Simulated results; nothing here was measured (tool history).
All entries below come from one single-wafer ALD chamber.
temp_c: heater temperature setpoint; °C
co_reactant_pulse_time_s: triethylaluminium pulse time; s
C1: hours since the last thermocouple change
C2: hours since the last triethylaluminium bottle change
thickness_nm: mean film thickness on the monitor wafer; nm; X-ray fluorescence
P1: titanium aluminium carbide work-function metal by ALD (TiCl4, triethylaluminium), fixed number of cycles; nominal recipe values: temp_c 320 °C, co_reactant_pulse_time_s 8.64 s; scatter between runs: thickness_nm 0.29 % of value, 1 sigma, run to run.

run 1 day=0.196 | temp_c=320 co_reactant_pulse_time_s=8.64 | C1=1700.6 C2=1496.5 | thickness_nm=2.1800
run 2 day=0.329 | temp_c=320 co_reactant_pulse_time_s=8.64 | C1=1703.8 C2=1499.7 | thickness_nm=2.1859
run 3 day=0.479 | temp_c=335 co_reactant_pulse_time_s=8.64 | C1=1707.4 C2=1503.3 | thickness_nm=2.3206
run 4 day=0.658 | temp_c=320 co_reactant_pulse_time_s=8.64 | C1=1711.7 C2=1507.6 | thickness_nm=2.1853
run 5 day=0.812 | temp_c=297 co_reactant_pulse_time_s=8.64 | C1=1715.4 C2=1511.3 | thickness_nm=1.9642
run 6 day=1.012 | temp_c=320 co_reactant_pulse_time_s=3.27 | C1=1720.2 C2=1516.1 | thickness_nm=1.5530
run 7 day=1.196 | temp_c=320 co_reactant_pulse_time_s=11.39 | C1=1724.6 C2=1520.5 | thickness_nm=2.2397
run 8 day=1.396 | temp_c=334 co_reactant_pulse_time_s=5.30 | C1=1729.4 C2=1525.3 | thickness_nm=2.0418
run 9 day=1.608 | temp_c=320 co_reactant_pulse_time_s=8.64 | C1=1734.5 C2=1530.4 | thickness_nm=2.1898
run 10 day=1.704 | temp_c=299 co_reactant_pulse_time_s=11.85 | C1=1736.8 C2=1532.7 | thickness_nm=2.0581
run 11 day=1.879 | temp_c=320 co_reactant_pulse_time_s=8.64 | C1=1741.0 C2=1536.9 | thickness_nm=2.1897
run 12 day=2.008 | temp_c=320 co_reactant_pulse_time_s=8.64 | C1=1744.1 C2=1540.0 | thickness_nm=2.1801

What will run 13 give?
run 13 day=2.175 | temp_c=320 co_reactant_pulse_time_s=8.64 | C1=1748.1 C2=1544.0 | thickness_nm=?

thickness_nm: 2.1660 nm

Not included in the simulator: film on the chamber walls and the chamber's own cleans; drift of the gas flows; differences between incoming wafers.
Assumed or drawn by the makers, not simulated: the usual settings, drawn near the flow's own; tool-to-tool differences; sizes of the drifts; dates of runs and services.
